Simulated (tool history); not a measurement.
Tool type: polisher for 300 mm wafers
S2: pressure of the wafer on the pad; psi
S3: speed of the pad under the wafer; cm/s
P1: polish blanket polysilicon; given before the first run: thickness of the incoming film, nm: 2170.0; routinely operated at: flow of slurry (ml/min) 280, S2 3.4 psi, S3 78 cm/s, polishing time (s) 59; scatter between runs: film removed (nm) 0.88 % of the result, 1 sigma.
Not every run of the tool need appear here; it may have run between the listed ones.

Run 1, hour 8.4: flow of slurry (ml/min) 280, S2 3.4 psi, S3 78 cm/s, polishing time (s) 59. Result: film removed (nm) 558.28.
Run 2, hour 21.1: flow of slurry (ml/min) 280, S2 2.5 psi, S3 98 cm/s, polishing time (s) 59. Result: film removed (nm) 505.83.
Run 3, hour 28.3: flow of slurry (ml/min) 435, S2 5.0 psi, S3 78 cm/s, polishing time (s) 59. Result: film removed (nm) 848.78.
Run 4, hour 37.0: flow of slurry (ml/min) 280, S2 3.4 psi, S3 36 cm/s, polishing time (s) 59. Result: film removed (nm) 252.44.
Run 5, hour 46.3: flow of slurry (ml/min) 280, S2 3.4 psi, S3 78 cm/s, polishing time (s) 59. Result: film removed (nm) 549.36.
Run 6, hour 58.2: flow of slurry (ml/min) 280, S2 1.5 psi, S3 114 cm/s, polishing time (s) 59. Result: film removed (nm) 361.11.
Run 7, hour 70.3: flow of slurry (ml/min) 375, S2 3.4 psi, S3 78 cm/s, polishing time (s) 59. Result: film removed (nm) 563.83.
Run 8, hour 81.5: flow of slurry (ml/min) 280, S2 2.3 psi, S3 78 cm/s, polishing time (s) 59. Result: film removed (nm) 372.87.
Run 9, hour 87.8: flow of slurry (ml/min) 280, S2 3.4 psi, S3 78 cm/s, polishing time (s) 92. Result: film removed (nm) 870.04.
At hour 90.9: head pressure recalibrated.
Run 10, hour 97.9: flow of slurry (ml/min) 280, S2 3.4 psi, S3 78 cm/s, polishing time (s) 59. Result: film removed (nm) 548.99.
Run 11, hour 106.8: flow of slurry (ml/min) 170, S2 3.4 psi, S3 78 cm/s, polishing time (s) 59. Result: film removed (nm) 518.14.
Run 12, hour 120.2: flow of slurry (ml/min) 280, S2 4.6 psi, S3 78 cm/s, polishing time (s) 59. Result: film removed (nm) 742.74.
Run 13, hour 133.3: flow of slurry (ml/min) 280, S2 3.4 psi, S3 78 cm/s, polishing time (s) 59. Result: film removed (nm) 551.39.
Run 14, hour 140.5: flow of slurry (ml/min) 280, S2 3.4 psi, S3 78 cm/s, polishing time (s) 27. Result: film removed (nm) 252.61.
Run 15, hour 152.5: flow of slurry (ml/min) 280, S2 3.4 psi, S3 78 cm/s, polishing time (s) 59. Result: film removed (nm) 554.27.
Run 16, hour 165.1: flow of slurry (ml/min) 280, S2 3.4 psi, S3 118 cm/s, polishing time (s) 59. Result: film removed (nm) 837.97.
Run 17, hour 174.2: flow of slurry (ml/min) 280, S2 3.4 psi, S3 78 cm/s, polishing time (s) 59. Result: film removed (nm) 546.35.

For run 18, what comes out?
Run 18, hour 181.9: flow of slurry (ml/min) 280, S2 3.4 psi, S3 78 cm/s, polishing time (s) 59. Result: film removed (nm) ?.

film removed (nm): 538.51

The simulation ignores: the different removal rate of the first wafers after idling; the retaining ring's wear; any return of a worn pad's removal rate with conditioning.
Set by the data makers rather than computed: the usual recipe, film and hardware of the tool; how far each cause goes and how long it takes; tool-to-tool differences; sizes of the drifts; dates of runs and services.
